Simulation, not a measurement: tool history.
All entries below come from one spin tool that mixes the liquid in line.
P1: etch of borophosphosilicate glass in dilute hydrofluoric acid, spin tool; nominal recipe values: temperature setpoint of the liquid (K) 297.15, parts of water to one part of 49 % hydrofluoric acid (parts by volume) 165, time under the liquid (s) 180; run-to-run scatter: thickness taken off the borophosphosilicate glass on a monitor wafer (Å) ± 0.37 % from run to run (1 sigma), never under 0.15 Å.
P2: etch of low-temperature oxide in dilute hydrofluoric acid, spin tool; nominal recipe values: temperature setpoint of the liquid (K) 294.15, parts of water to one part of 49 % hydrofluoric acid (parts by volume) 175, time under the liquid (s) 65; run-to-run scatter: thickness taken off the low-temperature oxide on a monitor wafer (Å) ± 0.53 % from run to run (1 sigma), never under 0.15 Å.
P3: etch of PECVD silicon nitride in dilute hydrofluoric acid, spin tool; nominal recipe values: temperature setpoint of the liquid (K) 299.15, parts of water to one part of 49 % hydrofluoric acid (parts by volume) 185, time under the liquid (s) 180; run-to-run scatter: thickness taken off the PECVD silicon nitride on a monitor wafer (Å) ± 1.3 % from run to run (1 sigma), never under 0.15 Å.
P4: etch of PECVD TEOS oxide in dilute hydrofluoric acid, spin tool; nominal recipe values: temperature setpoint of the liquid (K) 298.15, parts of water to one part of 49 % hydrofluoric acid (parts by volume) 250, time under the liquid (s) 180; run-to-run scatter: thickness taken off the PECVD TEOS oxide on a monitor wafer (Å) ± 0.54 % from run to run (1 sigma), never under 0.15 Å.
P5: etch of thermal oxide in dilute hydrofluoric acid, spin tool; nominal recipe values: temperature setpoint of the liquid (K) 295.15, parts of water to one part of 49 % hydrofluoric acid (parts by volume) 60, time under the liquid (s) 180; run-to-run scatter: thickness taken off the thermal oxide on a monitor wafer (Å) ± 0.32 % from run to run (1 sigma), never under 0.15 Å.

run,hour,process that ran,temperature setpoint of the liquid (K),parts of water to one part of 49 % hydrofluoric acid (parts by volume),time under the liquid (s),hours since the thermometer was replaced,hours since the hydrofluoric acid flow meter was replaced,thickness taken off the borophosphosilicate glass on a monitor wafer (Å),thickness taken off the PECVD TEOS oxide on a monitor wafer (Å),thickness taken off the PECVD silicon nitride on a monitor wafer (Å),thickness taken off the low-temperature oxide on a monitor wafer (Å),thickness taken off the thermal oxide on a monitor wafer (Å)
1,17.4,P1,297.15,165,180,381.9,1939.5,328.64,,,,
2,33.9,P4,298.15,250,180,398.4,1956.0,,54.905,,,
3,45.7,P1,297.15,165,180,410.2,1967.8,329.46,,,,
4,60.8,P3,299.15,185,180,425.3,1982.9,,,18.2140,,
5,75.6,P4,298.15,250,290,440.1,1997.7,,87.541,,,
6,90.5,P2,294.15,305,65,455.0,2012.6,,,,34.219,
7,103.4,P5,295.15,60,15,467.9,2025.5,,,,,11.454
8,115.3,P1,297.15,165,180,479.8,2037.4,330.26,,,,
9,129.5,P2,294.15,175,65,494.0,2051.6,,,,67.639,
10,141.1,P2,294.15,175,15,505.6,2063.2,,,,15.752,
11,157.0,P3,299.15,185,15,521.5,2079.1,,,1.8289,,
12,165.4,P5,295.15,25,180,529.9,2087.5,,,,,343.000
13,173.3,P1,302.15,165,275,537.8,2095.4,605.28,,,,
14,181.2,P3,299.15,40,180,545.7,2103.3,,,84.8670,,
15,193.2,P5,303.15,60,180,557.7,2115.3,,,,,187.510
16,210.8,P3,294.65,185,180,575.3,2132.9,,,14.4290,,
17,228.7,P1,297.15,230,180,593.2,2150.8,219.02,,,,
18,240.7,P1,297.15,165,180,605.2,2162.8,331.49,,,,
19,253.2,P1,297.15,165,80,617.7,2175.3,145.68,,,,
20,269.1,P5,295.15,60,180,633.6,2191.2,,,,,137.330
21,284.6,P1,303.65,165,180,649.1,2206.7,415.70,,,,
22,300.8,P1,297.15,95,180,665.3,2222.9,616.73,,,,
23,313.0,P4,298.15,250,180,677.5,2235.1,,55.181,,,
24,322.6,P4,298.15,80,180,687.1,2244.7,,207.720,,,
25,331.2,P1,297.15,165,180,695.7,2253.3,329.40,,,,
26,339.1,P2,290.15,175,65,703.6,2261.2,,,,58.098,
27,348.6,P1,292.15,165,180,713.1,2270.7,271.16,,,,
28,365.6,P5,295.15,60,180,730.1,2287.7,,,,,136.340
29,380.8,P1,297.15,165,180,745.3,2302.9,328.47,,,,
30,394.0,P2,294.15,175,65,758.5,2316.1,,,,67.869,
31,409.1,P1,297.15,165,265,773.6,2331.2,483.27,,,,
32,421.5,P4,303.15,250,180,786.0,2343.6,,64.804,,,
33,431.8,P1,297.15,165,180,796.3,2353.9,329.68,,,,
34,439.6,P1,297.15,165,180,804.1,2361.7,336.56,,,,
35,451.9,P1,297.15,165,180,816.4,2374.0,347.84,,,,
36,469.1,P1,297.15,165,180,833.6,2391.2,353.73,,,,

For run 37, what comes out?
37,486.0,P1,297.15,165,180,850.5,2408.1,?,,,,

{"run 37": {"thickness taken off the borophosphosilicate glass on a monitor wafer (Å)": 355.59}}
